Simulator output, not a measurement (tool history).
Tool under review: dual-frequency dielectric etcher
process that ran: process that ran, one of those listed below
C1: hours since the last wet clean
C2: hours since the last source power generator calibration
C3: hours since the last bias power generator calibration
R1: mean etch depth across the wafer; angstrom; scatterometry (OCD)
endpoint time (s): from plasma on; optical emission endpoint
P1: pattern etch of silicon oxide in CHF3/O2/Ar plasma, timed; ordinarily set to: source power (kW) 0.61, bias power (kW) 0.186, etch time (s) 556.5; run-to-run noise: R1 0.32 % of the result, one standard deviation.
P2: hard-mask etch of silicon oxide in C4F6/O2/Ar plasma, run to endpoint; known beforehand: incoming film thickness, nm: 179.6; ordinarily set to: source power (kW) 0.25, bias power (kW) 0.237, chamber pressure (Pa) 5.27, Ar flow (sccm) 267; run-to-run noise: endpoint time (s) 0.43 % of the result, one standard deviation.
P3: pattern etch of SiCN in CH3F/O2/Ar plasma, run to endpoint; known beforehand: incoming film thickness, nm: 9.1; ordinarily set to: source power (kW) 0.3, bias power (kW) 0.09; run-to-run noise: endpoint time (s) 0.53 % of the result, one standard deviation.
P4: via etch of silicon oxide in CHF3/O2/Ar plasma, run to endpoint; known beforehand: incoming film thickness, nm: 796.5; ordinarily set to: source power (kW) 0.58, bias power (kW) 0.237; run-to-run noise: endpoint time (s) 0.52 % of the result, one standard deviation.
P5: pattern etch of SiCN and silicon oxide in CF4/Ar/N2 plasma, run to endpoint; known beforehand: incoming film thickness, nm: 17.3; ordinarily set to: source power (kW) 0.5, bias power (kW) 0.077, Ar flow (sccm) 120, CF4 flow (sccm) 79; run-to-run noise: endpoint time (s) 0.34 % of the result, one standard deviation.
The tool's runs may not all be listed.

Run 1, day 0.404: process that ran P1, source power (kW) 0.61, bias power (kW) 0.186, etch time (s) 556.5; C1 195.8; C2 1664.6; C3 535.9. Result: R1 11052 angstrom.
Run 2, day 0.754: process that ran P2, source power (kW) 0.25, bias power (kW) 0.237, chamber pressure (Pa) 5.27, Ar flow (sccm) 267; C1 204.2; C2 1673; C3 544.3. Result: endpoint time (s) 63.549.
Run 3, day 1.2: process that ran P1, source power (kW) 0.61, bias power (kW) 0.146, etch time (s) 368.5; C1 214.9; C2 1683.7; C3 555. Result: R1 6716.4 angstrom.
Run 4, day 1.604: process that ran P3, source power (kW) 0.22, bias power (kW) 0.09; C1 224.6; C2 1693.4; C3 564.7. Result: endpoint time (s) 28.098.
Run 5, day 1.946: process that ran P2, source power (kW) 0.33, bias power (kW) 0.237, chamber pressure (Pa) 5.27, Ar flow (sccm) 267; C1 232.8; C2 1701.6; C3 572.9. Result: endpoint time (s) 57.315.
Run 6, day 2.2: process that ran P5, source power (kW) 0.5, bias power (kW) 0.077, Ar flow (sccm) 120, CF4 flow (sccm) 55; C1 238.9; C2 1707.7; C3 579. Result: endpoint time (s) 18.619.
Run 7, day 2.508: process that ran P4, source power (kW) 0.58, bias power (kW) 0.328; C1 246.3; C2 1715.1; C3 586.4. Result: endpoint time (s) 334.61.
Run 8, day 2.708: process that ran P5, source power (kW) 0.31, bias power (kW) 0.077, Ar flow (sccm) 120, CF4 flow (sccm) 79; C1 251.1; C2 1719.9; C3 591.2. Result: endpoint time (s) 26.727.
Run 9, day 3.129: process that ran P1, source power (kW) 0.61, bias power (kW) 0.186, etch time (s) 306; C1 261.2; C2 1730; C3 601.3. Result: R1 6054.2 angstrom.
Run 10, day 3.521: process that ran P1, source power (kW) 0.61, bias power (kW) 0.257, etch time (s) 556.5; C1 270.6; C2 1739.4; C3 610.7. Result: R1 12322 angstrom.
Run 11, day 3.925: process that ran P3, source power (kW) 0.3, bias power (kW) 0.09; C1 280.3; C2 1749.1; C3 620.4. Result: endpoint time (s) 25.166.
Run 12, day 4.246: process that ran P1, source power (kW) 0.61, bias power (kW) 0.186, etch time (s) 556.5; C1 288; C2 1756.8; C3 628.1. Result: R1 10994 angstrom.
Run 13, day 4.675: process that ran P5, source power (kW) 0.5, bias power (kW) 0.047, Ar flow (sccm) 120, CF4 flow (sccm) 79; C1 298.3; C2 1767.1; C3 638.4. Result: endpoint time (s) 20.6.
Run 14, day 5.012: process that ran P1, source power (kW) 0.61, bias power (kW) 0.138, etch time (s) 556.5; C1 306.4; C2 1775.2; C3 646.5. Result: R1 9995.6 angstrom.
Run 15, day 5.467: process that ran P2, source power (kW) 0.25, bias power (kW) 0.237, chamber pressure (Pa) 5.27, Ar flow (sccm) 176; C1 317.3; C2 1786.1; C3 657.4. Result: endpoint time (s) 60.342.
Run 16, day 5.904: process that ran P4, source power (kW) 0.58, bias power (kW) 0.237; C1 327.8; C2 1796.6; C3 667.9. Result: endpoint time (s) 378.5.
Run 17, day 6.258: process that ran P2, source power (kW) 0.25, bias power (kW) 0.18, chamber pressure (Pa) 5.27, Ar flow (sccm) 267; C1 336.3; C2 1805.1; C3 676.4. Result: endpoint time (s) 69.761.
Run 18, day 6.621: process that ran P3, source power (kW) 0.3, bias power (kW) 0.09; C1 345; C2 1813.8; C3 685.1. Result: endpoint time (s) 25.102.
Run 19, day 7.017: process that ran P1, source power (kW) 0.61, bias power (kW) 0.186, etch time (s) 556.5; C1 354.5; C2 1823.3; C3 694.6. Result: R1 10936 angstrom.
Run 20, day 7.296: process that ran P1, source power (kW) 0.61, bias power (kW) 0.186, etch time (s) 826.5; C1 361.2; C2 1830; C3 701.3. Result: R1 16330 angstrom.
Run 21, day 7.562: process that ran P5, source power (kW) 0.5, bias power (kW) 0.077, Ar flow (sccm) 154, CF4 flow (sccm) 79; C1 367.6; C2 1836.4; C3 707.7. Result: endpoint time (s) 18.33.
Run 22, day 7.758: process that ran P4, source power (kW) 0.8, bias power (kW) 0.237; C1 372.3; C2 1841.1; C3 712.4. Result: endpoint time (s) 335.67.
Run 23, day 8.212: process that ran P2, source power (kW) 0.25, bias power (kW) 0.237, chamber pressure (Pa) 6.27, Ar flow (sccm) 267; C1 383.2; C2 1852; C3 723.3. Result: endpoint time (s) 64.465.
Run 24, day 8.642: process that ran P1, source power (kW) 0.75, bias power (kW) 0.118, etch time (s) 556.5; C1 393.5; C2 1862.3; C3 733.6. Result: R1 10257 angstrom.
Run 25, day 8.983: process that ran P5, source power (kW) 0.5, bias power (kW) 0.077, Ar flow (sccm) 120, CF4 flow (sccm) 79; C1 401.7; C2 1870.5; C3 741.8. Result: endpoint time (s) 17.52.
Run 26, day 9.304: process that ran P1, source power (kW) 0.82, bias power (kW) 0.186, etch time (s) 556.5; C1 409.4; C2 1878.2; C3 749.5. Result: R1 12318 angstrom.
Run 27, day 9.592: process that ran P1, source power (kW) 0.61, bias power (kW) 0.186, etch time (s) 556.5; C1 416.3; C2 1885.1; C3 756.4. Result: R1 10951 angstrom.
Run 28, day 9.867: process that ran P1, source power (kW) 0.61, bias power (kW) 0.186, etch time (s) 556.5; C1 422.9; C2 1891.7; C3 763. Result: R1 11011 angstrom.
Run 29, day 10.196: process that ran P1, source power (kW) 0.39, bias power (kW) 0.186, etch time (s) 556.5; C1 430.8; C2 1899.6; C3 770.9. Result: R1 9223.4 angstrom.
Run 30, day 10.567: process that ran P3, source power (kW) 0.3, bias power (kW) 0.127; C1 439.7; C2 1908.5; C3 779.8. Result: endpoint time (s) 21.705.
Run 31, day 11.025: process that ran P1, source power (kW) 0.61, bias power (kW) 0.186, etch time (s) 556.5; C1 450.7; C2 1919.5; C3 790.8. Result: R1 11002 angstrom.
Run 32, day 11.425: process that ran P1, source power (kW) 0.61, bias power (kW) 0.186, etch time (s) 556.5; C1 460.3; C2 1929.1; C3 800.4. Result: R1 10892 angstrom.
Run 33, day 11.775: process that ran P1, source power (kW) 0.61, bias power (kW) 0.186, etch time (s) 556.5; C1 468.7; C2 1937.5; C3 808.8. Result: R1 10859 angstrom.
Run 34, day 12.004: process that ran P1, source power (kW) 0.61, bias power (kW) 0.186, etch time (s) 556.5; C1 474.2; C2 1943; C3 814.3. Result: R1 10804 angstrom.
Run 35, day 12.346: process that ran P1, source power (kW) 0.61, bias power (kW) 0.186, etch time (s) 556.5; C1 482.4; C2 1951.2; C3 822.5. Result: R1 10835 angstrom.
Run 36, day 12.567: process that ran P1, source power (kW) 0.61, bias power (kW) 0.186, etch time (s) 556.5; C1 487.7; C2 1956.5; C3 827.8. Result: R1 10868 angstrom.
Run 37, day 12.762: process that ran P1, source power (kW) 0.61, bias power (kW) 0.186, etch time (s) 556.5; C1 492.4; C2 1961.2; C3 832.5. Result: R1 10797 angstrom.
Run 38, day 13.054: process that ran P1, source power (kW) 0.61, bias power (kW) 0.186, etch time (s) 556.5; C1 499.4; C2 1968.2; C3 839.5. Result: R1 10827 angstrom.
At day 13.075: wet clean of the chamber.
Run 39, day 13.425: process that ran P1, source power (kW) 0.61, bias power (kW) 0.186, etch time (s) 556.5; C1 8.4; C2 1977.1; C3 848.4. Result: R1 10830 angstrom.
Run 40, day 13.838: process that ran P1, source power (kW) 0.61, bias power (kW) 0.186, etch time (s) 556.5; C1 18.3; C2 1987; C3 858.3. Result: R1 10815 angstrom.
Run 41, day 14.183: process that ran P1, source power (kW) 0.61, bias power (kW) 0.186, etch time (s) 556.5; C1 26.6; C2 1995.3; C3 866.6. Result: R1 10795 angstrom.

P1 no longer gives what it gave before; its output has crept away from where it was. The following 2 causes, each at its listed size, fit the log equally well:
A: bias power that arrives under what is set, % = 4.65
B: source power that arrives under what is set, % = 4.11
The gradual shift began around day 11.025.
Other possible causes, and why each is ruled out:
chamber walls in a state that lowers the etch rate, %: work on it at day 13.075, done after the drift set in, did not restore what the process gave before

Each of the check runs listed below is run on 2 wafers and reports their average, with the results left as question marks. Pick the one under which the possible causes would lead to clearly different results.
Run check 1, day 14.529: process that ran P2, source power (kW) 0.31, bias power (kW) 0.237, chamber pressure (Pa) 5.27, Ar flow (sccm) 267. Result: endpoint time (s) ?.
Run check 2, day 14.529: process that ran P3, source power (kW) 0.25, bias power (kW) 0.124. Result: endpoint time (s) ?.
Run check 3, day 14.529: process that ran P4, source power (kW) 0.8, bias power (kW) 0.237. Result: endpoint time (s) ?.
Run check 4, day 14.529: process that ran P5, source power (kW) 0.5, bias power (kW) 0.047, Ar flow (sccm) 120, CF4 flow (sccm) 79. Result: endpoint time (s) ?.

Outcome of each check run for each possible cause:
  check             result    if A    if B
check 1  endpoint time (s)  59.542  59.536
check 2  endpoint time (s)  24.039  23.947
check 3  endpoint time (s)     339   338.8
check 4  endpoint time (s)  20.913  21.401
Gap, in per cent, between the two causes that each check separates least, read from the result that separates them most: check 1 0.01 %; check 2 0.38 %; check 3 0.06 %; check 4 2.31 %
Check 4 distinguishes between the causes, while the remaining checks would return nearly the same result for all of them.

Check 4 was carried out, with these results: endpoint time (s) 20.955. Which of the listed causes is responsible?

It is A: bias power that arrives under what is set, %.

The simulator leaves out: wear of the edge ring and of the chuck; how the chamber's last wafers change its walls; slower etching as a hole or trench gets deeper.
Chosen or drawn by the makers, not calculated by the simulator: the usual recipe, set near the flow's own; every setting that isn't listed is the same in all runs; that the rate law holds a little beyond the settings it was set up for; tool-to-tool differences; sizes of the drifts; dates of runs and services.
